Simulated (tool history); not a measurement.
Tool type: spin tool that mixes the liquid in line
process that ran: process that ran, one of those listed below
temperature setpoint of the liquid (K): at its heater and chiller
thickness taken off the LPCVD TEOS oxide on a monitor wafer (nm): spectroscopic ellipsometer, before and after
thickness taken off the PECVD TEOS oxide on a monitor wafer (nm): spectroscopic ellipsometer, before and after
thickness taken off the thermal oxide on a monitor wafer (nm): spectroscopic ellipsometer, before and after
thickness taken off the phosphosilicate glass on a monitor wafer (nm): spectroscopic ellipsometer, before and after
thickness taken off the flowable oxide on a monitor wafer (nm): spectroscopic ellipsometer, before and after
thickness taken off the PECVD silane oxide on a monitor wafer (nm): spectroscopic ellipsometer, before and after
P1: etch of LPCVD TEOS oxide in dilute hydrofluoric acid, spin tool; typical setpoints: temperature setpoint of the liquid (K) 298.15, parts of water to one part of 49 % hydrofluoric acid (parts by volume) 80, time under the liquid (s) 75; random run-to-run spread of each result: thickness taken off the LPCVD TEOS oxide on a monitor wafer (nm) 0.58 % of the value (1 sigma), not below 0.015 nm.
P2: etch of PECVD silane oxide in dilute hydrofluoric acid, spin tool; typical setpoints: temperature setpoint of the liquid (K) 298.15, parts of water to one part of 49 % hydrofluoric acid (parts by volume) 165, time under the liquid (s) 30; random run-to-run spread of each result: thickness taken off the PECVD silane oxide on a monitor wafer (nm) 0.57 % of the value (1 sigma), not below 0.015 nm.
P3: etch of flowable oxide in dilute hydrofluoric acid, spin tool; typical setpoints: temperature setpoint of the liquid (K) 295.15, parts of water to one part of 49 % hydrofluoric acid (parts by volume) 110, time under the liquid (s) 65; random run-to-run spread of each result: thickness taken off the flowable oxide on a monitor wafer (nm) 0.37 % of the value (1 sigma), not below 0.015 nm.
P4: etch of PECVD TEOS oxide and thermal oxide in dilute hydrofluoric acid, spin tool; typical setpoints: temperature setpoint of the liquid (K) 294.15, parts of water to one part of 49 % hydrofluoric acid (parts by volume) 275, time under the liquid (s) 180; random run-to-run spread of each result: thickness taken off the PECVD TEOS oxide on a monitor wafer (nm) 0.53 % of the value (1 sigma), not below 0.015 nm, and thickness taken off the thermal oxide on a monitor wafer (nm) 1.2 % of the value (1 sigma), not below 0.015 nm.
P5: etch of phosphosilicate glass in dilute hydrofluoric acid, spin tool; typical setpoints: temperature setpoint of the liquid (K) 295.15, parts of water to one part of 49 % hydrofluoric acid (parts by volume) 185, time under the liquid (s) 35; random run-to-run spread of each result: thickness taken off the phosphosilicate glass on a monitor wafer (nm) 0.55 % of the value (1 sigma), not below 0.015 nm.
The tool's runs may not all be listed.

run   hour  process that ran  temperature setpoint of the liquid (K)  parts of water to one part of 49 % hydrofluoric acid (parts by volume)  time under the liquid (s)  hours since the thermometer was replaced  hours since the hydrofluoric acid flow meter was replaced  thickness taken off the LPCVD TEOS oxide on a monitor wafer (nm)  thickness taken off the PECVD TEOS oxide on a monitor wafer (nm)  thickness taken off the thermal oxide on a monitor wafer (nm)  thickness taken off the phosphosilicate glass on a monitor wafer (nm)  thickness taken off the flowable oxide on a monitor wafer (nm)  thickness taken off the PECVD silane oxide on a monitor wafer (nm)
  1      9                P1                                  298.15                                                                      80                         75                                     650.1                                                      151.4                                                             20.54
  2   20.7                P4                                  294.15                                                                     275                         95                                     661.8                                                      163.1                                                                                                                              3.4116                                                         1.1515
  3   28.9                P1                                  298.15                                                                      80                        125                                       670                                                      171.3                                                            33.984
  4   36.5                P1                                  298.15                                                                      80                         20                                     677.6                                                      178.9                                                            5.4554
  5   45.2                P5                                  295.15                                                                     270                         35                                     686.3                                                      187.6                                                                                                                                                                                                                                                                    17.781
  6   54.8                P4                                  294.15                                                                     505                        180                                     695.9                                                      197.2                                                                                                                              2.8435                                                        0.96548
  7   67.5                P1                                  298.15                                                                      80                         75                                     708.6                                                      209.9                                                            20.387
  8   78.4                P4                                  294.15                                                                     275                        180                                     719.5                                                      220.8                                                                                                                              6.4761                                                         2.2132
      87.4  -- hydrofluoric acid flow meter replaced
  9   90.4                P3                                  295.15                                                                     110                         65                                     731.5                                                        3.1                                                                                                                                                                                                                                                                                                                                    17.172
 10   99.4                P1                                  298.15                                                                      80                         75                                     740.5                                                       12.1                                                            20.482
 11  109.2                P1                                  293.65                                                                     125                         75                                     750.3                                                       21.9                                                            10.333
 12  116.4                P1                                  298.15                                                                      80                         75                                     757.5                                                       29.1                                                            20.494
 13    129                P4                                  294.15                                                                     275                        180                                     770.1                                                       41.7                                                                                                                              6.3682                                                         2.2127
 14    135                P1                                  303.15                                                                      80                        125                                     776.1                                                       47.7                                                            41.368
 15  143.7                P1                                  303.15                                                                      80                         75                                     784.8                                                       56.4                                                            24.882
 16    156                P1                                  298.15                                                                      40                         75                                     797.1                                                       68.7                                                            43.571
 17  167.9                P5                                  290.15                                                                     185                         35                                       809                                                       80.6                                                                                                                                                                                                                                                                    23.274
 18  177.5                P1                                  292.15                                                                      80                         75                                     818.6                                                       90.2                                                             16.08
 19  187.3                P2                                  298.15                                                                     165                         55                                     828.4                                                        100                                                                                                                                                                                                                                                                                                                                                                                                        7.6825
 20  198.5                P1                                  303.65                                                                     130                         75                                     839.6                                                      111.2                                                            14.452
 21    205                P2                                  298.15                                                                     165                         30                                     846.1                                                      117.7                                                                                                                                                                                                                                                                                                                                                                                                        4.2565
 22  216.8                P5                                  295.15                                                                     185                         65                                     857.9                                                      129.5                                                                                                                                                                                                                                                                    52.459
 23  227.1                P2                                  291.15                                                                     165                         30                                     868.2                                                      139.8                                                                                                                                                                                                                                                                                                                                                                                                        3.2065
 24  233.6                P1                                  298.15                                                                     130                         75                                     874.7                                                      146.3                                                            11.978
 25  244.1                P5                                  295.15                                                                     185                         35                                     885.2                                                      156.8                                                                                                                                                                                                                                                                    28.153
 26  249.8                P1                                  298.15                                                                      80                         75                                     890.9                                                      162.5                                                            20.688
 27    258                P4                                  300.65                                                                     275                        180                                     899.1                                                      170.7                                                                                                                              8.1371                                                         2.7219
 28  267.9                P3                                  300.15                                                                     110                         65                                       909                                                      180.6                                                                                                                                                                                                                                                                                                                                    21.031
 29  278.4                P2                                  298.15                                                                      50                         30                                     919.5                                                      191.1                                                                                                                                                                                                                                                                                                                                                                                                        16.092
 30  289.9                P3                                  295.15                                                                     110                         15                                       931                                                      202.6                                                                                                                                                                                                                                                                                                                                    3.9817
 31  297.6                P2                                  298.15                                                                     165                         30                                     938.7                                                      210.3                                                                                                                                                                                                                                                                                                                                                                                                        4.2105
 32  305.3                P3                                  295.15                                                                     190                         65                                     946.4                                                        218                                                                                                                                                                                                                                                                                                                                    9.1659
 33  313.7                P1                                  298.15                                                                      80                         75                                     954.8                                                      226.4                                                            20.538
 34  322.9                P1                                  298.15                                                                      80                         75                                       964                                                      235.6                                                            20.961
 35  331.7                P1                                  298.15                                                                      80                         75                                     972.8                                                      244.4                                                            21.502
 36    342                P1                                  298.15                                                                      80                         75                                     983.1                                                      254.7                                                            21.565
 37  350.5                P1                                  298.15                                                                      80                         75                                     991.6                                                      263.2                                                             22.03
 38  360.7                P1                                  298.15                                                                      80                         75                                    1001.8                                                      273.4                                                            22.091
 39  372.8                P1                                  298.15                                                                      80                         75                                    1013.9                                                      285.5                                                            21.974
 40  380.6                P1                                  298.15                                                                      80                         75                                    1021.7                                                      293.3                                                            22.093

P1 has crept away from where it was. The log is fitted equally well by each of these 2 causes, at the sizes shown:
A: hydrofluoric acid flow above the setpoint (%) = 7.02
B: liquid hotter than its thermometer reads (K) = 1.89
The gradual shift began around hour 313.7.

Consider the 4 check runs below, whose results appear as question marks and each of which averages 2 wafers. Which one distinguishes the causes, in that each cause would give it a clearly different result?
check 1  388.4                P5                                  290.15                                                                     185                         55                                                                                                                                                                                                                                                                                                                                                                              ?
check 2  388.4                P3                                  295.15                                                                     190                         20                                                                                                                                                                                                                                                                                                                                                                                                                                              ?
check 3  388.4                P2                                  298.15                                                                      70                         55                                                                                                                                                                                                                                                                                                                                                                                                                                                                                                                  ?
check 4  388.4                P4                                  298.65                                                                     405                        180                                                                                                                                                                                                                                        ?                                                              ?

Expected result of each check under each candidate cause:
  check                                                                 result    if A    if B
check 1  thickness taken off the phosphosilicate glass on a monitor wafer (nm)  39.307   39.15
check 2         thickness taken off the flowable oxide on a monitor wafer (nm)  3.0566   3.027
check 3     thickness taken off the PECVD silane oxide on a monitor wafer (nm)  22.178   22.21
check 4       thickness taken off the PECVD TEOS oxide on a monitor wafer (nm)  4.9707  4.8111
check 4          thickness taken off the thermal oxide on a monitor wafer (nm)  1.6843  1.6303
Separation of the two closest causes in each check, using whichever result separates them best: check 1 0.4 %; check 2 0.97 %; check 3 0.14 %; check 4 3.26 %
The other checks would show nearly matching results whichever cause is true, so check 4 is the only one that separates the causes.

Then check 4 was run and gave: thickness taken off the PECVD TEOS oxide on a monitor wafer (nm) 4.7978; thickness taken off the thermal oxide on a monitor wafer (nm) 1.64. Which cause is it?

It was cause B: liquid hotter than its thermometer reads (K).
